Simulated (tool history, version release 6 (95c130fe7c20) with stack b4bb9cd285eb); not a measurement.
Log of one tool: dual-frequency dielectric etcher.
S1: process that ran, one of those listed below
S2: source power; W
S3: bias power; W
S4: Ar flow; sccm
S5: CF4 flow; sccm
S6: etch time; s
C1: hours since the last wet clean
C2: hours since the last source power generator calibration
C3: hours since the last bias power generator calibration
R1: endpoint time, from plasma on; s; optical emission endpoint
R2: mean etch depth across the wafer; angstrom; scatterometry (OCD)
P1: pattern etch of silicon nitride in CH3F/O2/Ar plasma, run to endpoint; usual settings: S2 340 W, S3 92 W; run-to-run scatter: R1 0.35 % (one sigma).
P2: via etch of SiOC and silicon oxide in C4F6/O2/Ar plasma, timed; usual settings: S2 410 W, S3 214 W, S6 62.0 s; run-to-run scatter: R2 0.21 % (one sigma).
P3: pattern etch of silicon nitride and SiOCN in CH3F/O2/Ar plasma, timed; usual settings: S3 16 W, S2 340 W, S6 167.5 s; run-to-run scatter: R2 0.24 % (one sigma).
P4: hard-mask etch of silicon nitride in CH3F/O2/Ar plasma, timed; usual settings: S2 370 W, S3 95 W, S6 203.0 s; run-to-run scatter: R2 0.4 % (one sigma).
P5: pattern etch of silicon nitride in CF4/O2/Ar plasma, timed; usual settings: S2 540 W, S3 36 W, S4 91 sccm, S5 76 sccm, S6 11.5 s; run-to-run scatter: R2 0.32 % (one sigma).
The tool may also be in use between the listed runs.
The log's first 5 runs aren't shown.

Run 6, day 2.371: S1 P5, S2 540 W, S3 36 W, S4 91 sccm, S5 76 sccm, S6 11.5 s; C1 269.5; C2 2186.0; C3 771.7. Result: R2 201.03 angstrom.
Run 7, day 2.688: S1 P4, S2 370 W, S3 95 W, S6 203.0 s; C1 277.1; C2 2193.6; C3 779.3. Result: R2 1486.70 angstrom.
Run 8, day 3.129: S1 P1, S2 340 W, S3 126 W; C1 287.7; C2 2204.2; C3 789.9. Result: R1 30.601 s.
Run 9, day 3.604: S1 P1, S2 340 W, S3 92 W; C1 299.1; C2 2215.6; C3 801.3. Result: R1 34.219 s.
Run 10, day 4.025: S1 P5, S2 540 W, S3 36 W, S4 91 sccm, S5 101 sccm, S6 11.5 s; C1 309.2; C2 2225.7; C3 811.4. Result: R2 211.55 angstrom.
Run 11, day 4.417: S1 P3, S2 340 W, S3 16 W, S6 105.5 s; C1 318.6; C2 2235.1; C3 820.8. Result: R2 117.51 angstrom.
Run 12, day 4.783: S1 P2, S2 410 W, S3 214 W, S6 62.0 s; C1 327.4; C2 2243.9; C3 829.6. Result: R2 734.61 angstrom.
Run 13, day 5.079: S1 P1, S2 400 W, S3 119 W; C1 334.5; C2 2251.0; C3 836.7. Result: R1 29.498 s.
Run 14, day 5.383: S1 P4, S2 370 W, S3 115 W, S6 203.0 s; C1 341.8; C2 2258.3; C3 844.0. Result: R2 1606.30 angstrom.
Run 15, day 5.800: S1 P2, S2 410 W, S3 214 W, S6 62.0 s; C1 351.8; C2 2268.3; C3 854.0. Result: R2 732.78 angstrom.
Run 16, day 6.308: S1 P1, S2 340 W, S3 92 W; C1 364.0; C2 2280.5; C3 866.2. Result: R1 34.089 s.
Run 17, day 6.858: S1 P1, S2 340 W, S3 92 W; C1 377.2; C2 2293.7; C3 879.4. Result: R1 34.181 s.
Run 18, day 7.221: S1 P1, S2 400 W, S3 92 W; C1 385.9; C2 2302.4; C3 888.1. Result: R1 32.301 s.
Run 19, day 7.625: S1 P4, S2 370 W, S3 95 W, S6 260.5 s; C1 395.6; C2 2312.1; C3 897.8. Result: R2 1928.70 angstrom.
Run 20, day 7.962: S1 P1, S2 340 W, S3 58 W; C1 403.7; C2 2320.2; C3 905.9. Result: R1 40.267 s.
Run 21, day 8.525: S1 P5, S2 540 W, S3 36 W, S4 124 sccm, S5 76 sccm, S6 11.5 s; C1 417.2; C2 2333.7; C3 919.4. Result: R2 193.52 angstrom.
Run 22, day 8.904: S1 P3, S2 340 W, S3 10 W, S6 167.5 s; C1 426.3; C2 2342.8; C3 928.5. Result: R2 155.13 angstrom.
Run 23, day 9.262: S1 P3, S2 430 W, S3 16 W, S6 167.5 s; C1 434.9; C2 2351.4; C3 937.1. Result: R2 202.58 angstrom.
Run 24, day 9.775: S1 P1, S2 240 W, S3 73 W; C1 447.2; C2 2363.7; C3 949.4. Result: R1 42.493 s.
Run 25, day 10.050: S1 P2, S2 410 W, S3 286 W, S6 62.0 s; C1 453.8; C2 2370.3; C3 956.0. Result: R2 811.45 angstrom.
Run 26, day 10.438: S1 P1, S2 340 W, S3 92 W; C1 463.1; C2 2379.6; C3 965.3. Result: R1 34.404 s.

Run 27 comes next. What will it give?
Run 27, day 10.912: S1 P2, S2 560 W, S3 214 W, S6 62.0 s; C1 474.5; C2 2391.0; C3 976.7. Result: R2 ?.

{"run 27": {"R2": 829.1}}

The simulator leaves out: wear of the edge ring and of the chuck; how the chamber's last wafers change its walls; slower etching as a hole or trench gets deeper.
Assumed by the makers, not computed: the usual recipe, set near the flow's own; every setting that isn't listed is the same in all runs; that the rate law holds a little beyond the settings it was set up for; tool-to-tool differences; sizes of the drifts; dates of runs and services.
